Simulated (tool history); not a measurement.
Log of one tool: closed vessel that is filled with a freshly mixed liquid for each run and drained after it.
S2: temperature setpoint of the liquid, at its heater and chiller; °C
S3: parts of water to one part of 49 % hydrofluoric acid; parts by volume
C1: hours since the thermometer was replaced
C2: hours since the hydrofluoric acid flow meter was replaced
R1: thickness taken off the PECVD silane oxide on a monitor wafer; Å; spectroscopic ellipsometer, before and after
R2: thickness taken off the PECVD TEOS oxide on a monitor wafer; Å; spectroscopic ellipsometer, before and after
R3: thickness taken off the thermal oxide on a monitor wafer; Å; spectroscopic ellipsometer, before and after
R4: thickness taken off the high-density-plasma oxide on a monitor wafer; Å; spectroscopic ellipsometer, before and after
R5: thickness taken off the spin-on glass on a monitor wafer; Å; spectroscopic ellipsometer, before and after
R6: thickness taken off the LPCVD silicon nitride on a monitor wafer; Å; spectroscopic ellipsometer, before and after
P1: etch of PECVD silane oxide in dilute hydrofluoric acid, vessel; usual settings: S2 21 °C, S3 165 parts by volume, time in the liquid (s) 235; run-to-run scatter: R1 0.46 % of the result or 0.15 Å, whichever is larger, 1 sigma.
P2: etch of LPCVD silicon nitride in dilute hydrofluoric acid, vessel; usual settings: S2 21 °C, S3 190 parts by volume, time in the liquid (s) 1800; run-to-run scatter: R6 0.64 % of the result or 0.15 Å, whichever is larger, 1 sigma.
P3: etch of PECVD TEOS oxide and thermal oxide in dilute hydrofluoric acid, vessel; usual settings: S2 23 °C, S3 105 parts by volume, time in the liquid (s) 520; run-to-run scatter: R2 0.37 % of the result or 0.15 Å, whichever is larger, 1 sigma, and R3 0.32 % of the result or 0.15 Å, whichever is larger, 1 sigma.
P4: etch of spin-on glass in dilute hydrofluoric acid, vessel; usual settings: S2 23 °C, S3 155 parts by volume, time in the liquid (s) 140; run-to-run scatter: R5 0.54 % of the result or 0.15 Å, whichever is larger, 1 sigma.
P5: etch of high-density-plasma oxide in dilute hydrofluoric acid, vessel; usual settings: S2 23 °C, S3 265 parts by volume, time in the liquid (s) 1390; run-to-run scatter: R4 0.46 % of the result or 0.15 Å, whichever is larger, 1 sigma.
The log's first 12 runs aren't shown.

Run 13, hour 133.5: process that ran P1, S2 21 °C, S3 165 parts by volume, time in the liquid (s) 235; C1 1381; C2 419. Result: R1 241.32 Å.
Run 14, hour 142.4: process that ran P1, S2 21 °C, S3 65 parts by volume, time in the liquid (s) 235; C1 1389.9; C2 427.9. Result: R1 686.47 Å.
Run 15, hour 155.5: process that ran P3, S2 30 °C, S3 105 parts by volume, time in the liquid (s) 520; C1 1403; C2 441. Result: R2 750.05 Å, R3 270.11 Å.
Run 16, hour 165.2: process that ran P5, S2 19 °C, S3 265 parts by volume, time in the liquid (s) 1390; C1 1412.7; C2 450.7. Result: R4 262.46 Å.
Run 17, hour 178.8: process that ran P5, S2 23 °C, S3 55 parts by volume, time in the liquid (s) 1390; C1 1426.3; C2 464.3. Result: R4 1843.4 Å.
Run 18, hour 191.6: process that ran P2, S2 21 °C, S3 190 parts by volume, time in the liquid (s) 2680; C1 1439.1; C2 477.1. Result: R6 52.501 Å.
Run 19, hour 203.2: process that ran P2, S2 21 °C, S3 285 parts by volume, time in the liquid (s) 1800; C1 1450.7; C2 488.7. Result: R6 23.777 Å.
Run 20, hour 211.7: process that ran P1, S2 21 °C, S3 165 parts by volume, time in the liquid (s) 235; C1 1459.2; C2 497.2. Result: R1 241.22 Å.
Run 21, hour 225: process that ran P1, S2 21 °C, S3 165 parts by volume, time in the liquid (s) 235; C1 1472.5; C2 510.5. Result: R1 242.28 Å.
Run 22, hour 234.3: process that ran P1, S2 25 °C, S3 85 parts by volume, time in the liquid (s) 235; C1 1481.8; C2 519.8. Result: R1 598.05 Å.
Run 23, hour 241.4: process that ran P1, S2 26.5 °C, S3 165 parts by volume, time in the liquid (s) 235; C1 1488.9; C2 526.9. Result: R1 298.13 Å.
Run 24, hour 254.3: process that ran P1, S2 17 °C, S3 165 parts by volume, time in the liquid (s) 140; C1 1501.8; C2 539.8. Result: R1 122.81 Å.
Run 25, hour 263.9: process that ran P1, S2 21 °C, S3 165 parts by volume, time in the liquid (s) 60; C1 1511.4; C2 549.4. Result: R1 62.1 Å.
At hour 270.7: hydrofluoric acid flow meter replaced.
Run 26, hour 271.3: process that ran P4, S2 29 °C, S3 155 parts by volume, time in the liquid (s) 140; C1 1518.8; C2 0.7. Result: R5 397.36 Å.
Run 27, hour 280.6: process that ran P3, S2 23 °C, S3 180 parts by volume, time in the liquid (s) 520; C1 1528.1; C2 10. Result: R2 308.7 Å, R3 110.87 Å.
Run 28, hour 287.9: process that ran P3, S2 23 °C, S3 105 parts by volume, time in the liquid (s) 1030; C1 1535.4; C2 17.3. Result: R2 1133 Å, R3 407.18 Å.
Run 29, hour 299.2: process that ran P4, S2 23 °C, S3 65 parts by volume, time in the liquid (s) 140; C1 1546.7; C2 28.6. Result: R5 852.69 Å.
Run 30, hour 305.6: process that ran P1, S2 21 °C, S3 300 parts by volume, time in the liquid (s) 235; C1 1553.1; C2 35. Result: R1 116.37 Å.
Run 31, hour 316.8: process that ran P1, S2 17 °C, S3 165 parts by volume, time in the liquid (s) 235; C1 1564.3; C2 46.2. Result: R1 206.71 Å.
Run 32, hour 328.3: process that ran P1, S2 21 °C, S3 40 parts by volume, time in the liquid (s) 30; C1 1575.8; C2 57.7. Result: R1 146.79 Å.

Forecast run 33:
Run 33, hour 341.6: process that ran P1, S2 21 °C, S3 165 parts by volume, time in the liquid (s) 235; C1 1589.1; C2 71. Result: R1 ?.

Run 33 gave R1 241.92 Å.
